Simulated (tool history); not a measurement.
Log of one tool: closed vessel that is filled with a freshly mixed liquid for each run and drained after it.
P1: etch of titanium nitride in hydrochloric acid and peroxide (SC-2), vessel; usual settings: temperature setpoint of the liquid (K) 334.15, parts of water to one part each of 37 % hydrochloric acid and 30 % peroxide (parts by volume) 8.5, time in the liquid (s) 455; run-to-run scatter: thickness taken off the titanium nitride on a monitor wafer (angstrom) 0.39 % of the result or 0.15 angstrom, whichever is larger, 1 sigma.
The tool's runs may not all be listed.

run	day	temperature setpoint of the liquid (K)	parts of water to one part each of 37 % hydrochloric acid and 30 % peroxide (parts by volume)	time in the liquid (s)	hours since the thermometer was replaced	hours since the chemicals flow meter was replaced	hours since the drum of peroxide was connected	thickness taken off the titanium nitride on a monitor wafer (angstrom)
1	0.583	334.15	8.5	455	312.9	1597.8	288.8	331.880
2	1.000	345.15	8.5	455	322.9	1607.8	298.8	640.880
3	1.412	334.15	8.5	455	332.8	1617.7	308.7	334.370
4	1.933	334.15	8.5	905	345.3	1630.2	321.2	662.680
5	2.450	334.15	8.5	455	357.7	1642.6	333.6	334.570
6	2.821	342.15	8.5	30	366.6	1651.5	342.5	36.098
7	3.208	334.15	8.5	455	375.9	1660.8	351.8	331.240
8	3.500	334.15	4.0	455	382.9	1667.8	358.8	580.740
9	3.950	334.15	8.5	455	393.7	1678.6	369.6	331.970
10	4.325	334.15	12.5	875	402.7	1687.6	378.6	460.880
11	4.762	341.15	4.0	455	413.2	1698.1	389.1	893.690
12	5.100	334.15	8.5	30	421.3	1706.2	397.2	21.871
13	5.638	324.15	8.5	455	434.2	1719.1	410.1	175.560
14	6.008	334.15	14.5	455	443.1	1728.0	419.0	211.080
15	6.600	334.15	8.5	455	457.3	1742.2	433.2	332.890
16	7.171	334.15	8.5	455	471.0	1755.9	446.9	332.950
17	7.671	334.15	8.5	455	483.0	1767.9	458.9	348.140
18	8.025	334.15	8.5	455	491.5	1776.4	467.4	351.890
19	8.408	334.15	8.5	455	500.7	1785.6	476.6	356.040
20	8.862	334.15	8.5	455	511.6	1796.5	487.5	359.830
21	9.400	334.15	8.5	455	524.5	1809.4	500.4	363.570
22	9.842	334.15	8.5	455	535.1	1820.0	511.0	362.350
23	10.154	334.15	8.5	455	542.6	1827.5	518.5	361.420
24	10.496	334.15	8.5	455	550.8	1835.7	526.7	363.460
25	10.908	334.15	8.5	455	560.7	1845.6	536.6	365.240

What P1 gives has crept away from where it was. These 2 causes fit the log equally well, each at the size given:
A: chemicals flow above the setpoint (%) = 11.7
B: liquid hotter than its thermometer reads (K) = 1.43
The creep began at about day 7.171.
Why every other cause is out:
peroxide weaker than its label (%): at most 8, which would move thickness taken off the titanium nitride on a monitor wafer (angstrom) by -7.3 %: too little, or the wrong way

4 check runs are offered, each on 2 wafers whose results are averaged, their results left as question marks. Which one tells the causes apart?
check 1	11.321	327.15	8.5	820				?
check 2	11.321	334.15	11.0	455				?
check 3	11.321	325.65	4.0	455				?
check 4	11.321	325.65	8.5	775				?

What each check would give under each cause:
check	result	if A	if B
check 1	thickness taken off the titanium nitride on a monitor wafer (angstrom)	419.400	421.110
check 2	thickness taken off the titanium nitride on a monitor wafer (angstrom)	294.810	293.630
check 3	thickness taken off the titanium nitride on a monitor wafer (angstrom)	363.300	371.040
check 4	thickness taken off the titanium nitride on a monitor wafer (angstrom)	359.370	361.140
How far apart the two closest causes lie, in the result that separates them most: check 1 0.41 %; check 2 0.4 %; check 3 2.11 %; check 4 0.49 %
Check 3 tells the causes apart: in the others they would give nearly the same result.

Then check 3 was run and gave: thickness taken off the titanium nitride on a monitor wafer (angstrom) 364.000. Which cause is it?

It is A: chemicals flow above the setpoint (%).

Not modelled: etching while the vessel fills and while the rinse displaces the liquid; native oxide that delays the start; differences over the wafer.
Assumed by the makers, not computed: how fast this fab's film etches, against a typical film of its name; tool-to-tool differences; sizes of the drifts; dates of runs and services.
